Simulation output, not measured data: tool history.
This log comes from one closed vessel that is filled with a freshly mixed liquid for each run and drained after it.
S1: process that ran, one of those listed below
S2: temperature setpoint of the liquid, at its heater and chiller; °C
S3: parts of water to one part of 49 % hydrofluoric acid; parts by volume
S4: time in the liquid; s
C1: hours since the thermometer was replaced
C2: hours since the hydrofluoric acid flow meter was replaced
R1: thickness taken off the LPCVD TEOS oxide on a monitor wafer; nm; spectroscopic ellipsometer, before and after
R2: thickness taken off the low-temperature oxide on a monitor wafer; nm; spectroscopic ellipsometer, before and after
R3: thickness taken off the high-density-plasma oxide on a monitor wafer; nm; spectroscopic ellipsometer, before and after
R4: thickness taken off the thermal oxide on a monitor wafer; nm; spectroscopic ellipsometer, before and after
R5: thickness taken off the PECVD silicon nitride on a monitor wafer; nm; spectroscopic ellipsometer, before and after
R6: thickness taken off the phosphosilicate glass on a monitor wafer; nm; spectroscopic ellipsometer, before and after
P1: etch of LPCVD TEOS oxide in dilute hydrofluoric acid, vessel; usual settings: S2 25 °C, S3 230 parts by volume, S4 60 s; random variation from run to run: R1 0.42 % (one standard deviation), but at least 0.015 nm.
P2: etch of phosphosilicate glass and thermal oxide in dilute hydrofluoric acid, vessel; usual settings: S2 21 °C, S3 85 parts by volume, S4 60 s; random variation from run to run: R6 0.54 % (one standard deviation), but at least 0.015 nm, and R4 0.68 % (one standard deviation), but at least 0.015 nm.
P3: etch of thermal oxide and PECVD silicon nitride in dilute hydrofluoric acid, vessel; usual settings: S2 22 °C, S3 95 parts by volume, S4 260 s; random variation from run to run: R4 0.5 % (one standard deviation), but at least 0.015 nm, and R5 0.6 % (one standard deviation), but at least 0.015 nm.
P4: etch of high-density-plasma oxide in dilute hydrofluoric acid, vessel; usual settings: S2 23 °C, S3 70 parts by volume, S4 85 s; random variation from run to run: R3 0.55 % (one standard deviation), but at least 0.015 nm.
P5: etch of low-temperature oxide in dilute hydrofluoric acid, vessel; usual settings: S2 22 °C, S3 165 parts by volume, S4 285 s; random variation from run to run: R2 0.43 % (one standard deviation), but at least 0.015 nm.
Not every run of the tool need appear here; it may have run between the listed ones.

| run | hour | S1 | S2 | S3 | S4 | C1 | C2 | R1 | R2 | R3 | R4 | R5 | R6 |
|---|---|---|---|---|---|---|---|---|---|---|---|---|---|
| 1 | 12.3 | P1 | 25 | 230 | 60 | 962.2 | 367.5 | 6.5627 |  |  |  |  |  |
| 2 | 19.5 | P1 | 25 | 230 | 35 | 969.4 | 374.7 | 3.8117 |  |  |  |  |  |
| 3 | 28.6 | P5 | 22 | 165 | 285 | 978.5 | 383.8 |  | 50.857 |  |  |  |  |
| 4 | 40.5 | P1 | 25 | 230 | 60 | 990.4 | 395.7 | 6.542 |  |  |  |  |  |
| 5 | 46.9 | P1 | 25 | 230 | 60 | 996.8 | 402.1 | 6.5558 |  |  |  |  |  |
|  | 49.2 | hydrofluoric acid flow meter replaced |
| 6 | 57.1 | P4 | 23 | 70 | 85 | 1007 | 7.9 |  |  | 8.2182 |  |  |  |
| 7 | 64.4 | P1 | 25 | 230 | 60 | 1014.3 | 15.2 | 6.5619 |  |  |  |  |  |
| 8 | 76.9 | P3 | 22 | 135 | 260 | 1026.8 | 27.7 |  |  |  | 7.674 | 2.9059 |  |
| 9 | 84.3 | P5 | 22 | 270 | 285 | 1034.2 | 35.1 |  | 28.196 |  |  |  |  |
| 10 | 92 | P2 | 29 | 85 | 60 | 1041.9 | 42.8 |  |  |  | 4.115 |  | 117.34 |
| 11 | 102.3 | P4 | 23 | 70 | 85 | 1052.2 | 53.1 |  |  | 8.3057 |  |  |  |
| 12 | 112 | P5 | 22 | 165 | 120 | 1061.9 | 62.8 |  | 21.579 |  |  |  |  |
| 13 | 120.5 | P1 | 25 | 230 | 60 | 1070.4 | 71.3 | 6.5539 |  |  |  |  |  |
| 14 | 127.6 | P2 | 21 | 85 | 60 | 1077.5 | 78.4 |  |  |  | 3.0315 |  | 84.424 |
| 15 | 134.1 | P1 | 25 | 230 | 110 | 1084 | 84.9 | 11.987 |  |  |  |  |  |
| 16 | 145 | P3 | 22 | 95 | 260 | 1094.9 | 95.8 |  |  |  | 11.388 | 4.1282 |  |
| 17 | 156.2 | P1 | 29.5 | 230 | 60 | 1106.1 | 107 | 7.6492 |  |  |  |  |  |
| 18 | 163.9 | P2 | 21 | 85 | 30 | 1113.8 | 114.7 |  |  |  | 1.4774 |  | 42.198 |
| 19 | 174 | P2 | 21 | 135 | 60 | 1123.9 | 124.8 |  |  |  | 1.8 |  | 50.362 |
| 20 | 187.7 | P4 | 23 | 100 | 85 | 1137.6 | 138.5 |  |  | 5.5847 |  |  |  |
| 21 | 196.9 | P1 | 17 | 230 | 60 | 1146.8 | 147.7 | 4.8293 |  |  |  |  |  |
| 22 | 205.2 | P5 | 27 | 165 | 285 | 1155.1 | 156 |  | 61.67 |  |  |  |  |
| 23 | 211.9 | P3 | 22 | 95 | 100 | 1161.8 | 162.7 |  |  |  | 4.4005 | 1.5786 |  |
| 24 | 218.1 | P2 | 21 | 85 | 60 | 1168 | 168.9 |  |  |  | 2.9855 |  | 84.15 |
| 25 | 229.8 | P4 | 23 | 70 | 35 | 1179.7 | 180.6 |  |  | 3.4383 |  |  |  |
| 26 | 240.6 | P3 | 29 | 95 | 260 | 1190.5 | 191.4 |  |  |  | 14.986 | 6.4858 |  |
| 27 | 246.9 | P1 | 25 | 120 | 60 | 1196.8 | 197.7 | 14.195 |  |  |  |  |  |
| 28 | 258.4 | P1 | 25 | 230 | 60 | 1208.3 | 209.2 | 6.5711 |  |  |  |  |  |
| 29 | 265.5 | P1 | 32 | 230 | 90 | 1215.4 | 216.3 | 12.514 |  |  |  |  |  |
| 30 | 272.9 | P1 | 25 | 415 | 60 | 1222.8 | 223.7 | 3.017 |  |  |  |  |  |
| 31 | 281.8 | P3 | 22 | 95 | 260 | 1231.7 | 232.6 |  |  |  | 11.323 | 4.1396 |  |
| 32 | 295.3 | P4 | 30.5 | 70 | 85 | 1245.2 | 246.1 |  |  | 11.212 |  |  |  |
| 33 | 302.4 | P1 | 25 | 230 | 60 | 1252.3 | 253.2 | 6.5598 |  |  |  |  |  |
| 34 | 311.4 | P1 | 25 | 230 | 60 | 1261.3 | 262.2 | 6.7488 |  |  |  |  |  |
| 35 | 323.8 | P1 | 25 | 230 | 60 | 1273.7 | 274.6 | 6.8542 |  |  |  |  |  |
| 36 | 331.3 | P1 | 25 | 230 | 60 | 1281.2 | 282.1 | 6.9288 |  |  |  |  |  |
| 37 | 342.8 | P1 | 25 | 230 | 60 | 1292.7 | 293.6 | 7.0251 |  |  |  |  |  |
| 38 | 349.4 | P1 | 25 | 230 | 60 | 1299.3 | 300.2 | 7.0494 |  |  |  |  |  |
| 39 | 358.8 | P1 | 25 | 230 | 60 | 1308.7 | 309.6 | 7.0157 |  |  |  |  |  |
| 40 | 370.2 | P1 | 25 | 230 | 60 | 1320.1 | 321 | 7.025 |  |  |  |  |  |
| 41 | 379.8 | P1 | 25 | 230 | 60 | 1329.7 | 330.6 | 7.0967 |  |  |  |  |  |
| 42 | 392.2 | P1 | 25 | 230 | 60 | 1342.1 | 343 | 7.1326 |  |  |  |  |  |
| 43 | 402.4 | P1 | 25 | 230 | 60 | 1352.3 | 353.2 | 7.1069 |  |  |  |  |  |

The log shows P1 creeping away from where it was. Any of the 2 causes listed here, at the size stated for it, fits the log just as well as the others:
A: hydrofluoric acid flow above the setpoint (%) = 7.06
B: liquid hotter than its thermometer reads (K) = 2.4
The gradual shift began around hour 302.4.

Which of the 4 check runs listed below separates the causes, so that each cause would produce a clearly different result? Each run uses one wafer, and its results are marked with question marks.
| check 1 | 412.6 | P5 | 22 | 235 | 170 |  |  |  | ? |  |  |  |  |
| check 2 | 412.6 | P2 | 28.5 | 120 | 60 |  |  |  |  |  | ? |  | ? |
| check 3 | 412.6 | P3 | 22 | 125 | 260 |  |  |  |  |  | ? | ? |  |
| check 4 | 412.6 | P4 | 29.5 | 100 | 85 |  |  |  |  | ? |  |  |  |

Check results expected under each cause:
| check | result | if A | if B |
|---|---|---|---|
| check 1 | R2 | 21.582 | 21.664 |
| check 2 | R4 | 2.9439 | 2.9734 |
| check 2 | R6 | 83.424 | 84.262 |
| check 3 | R4 | 9.0027 | 9.1529 |
| check 3 | R5 | 3.3558 | 3.674 |
| check 4 | R3 | 7.7721 | 7.8657 |
How far apart the two closest causes lie, in the result that separates them most: check 1 0.38 %; check 2 1 %; check 3 9.06 %; check 4 1.2 %
The causes can be told apart only by check 3. The other checks would give nearly the same results under each of them.

The results of check 3 are: R4 8.947 nm; R5 3.3207 nm. Based on these, which of the listed causes is it?

A is the cause: hydrofluoric acid flow above the setpoint (%).

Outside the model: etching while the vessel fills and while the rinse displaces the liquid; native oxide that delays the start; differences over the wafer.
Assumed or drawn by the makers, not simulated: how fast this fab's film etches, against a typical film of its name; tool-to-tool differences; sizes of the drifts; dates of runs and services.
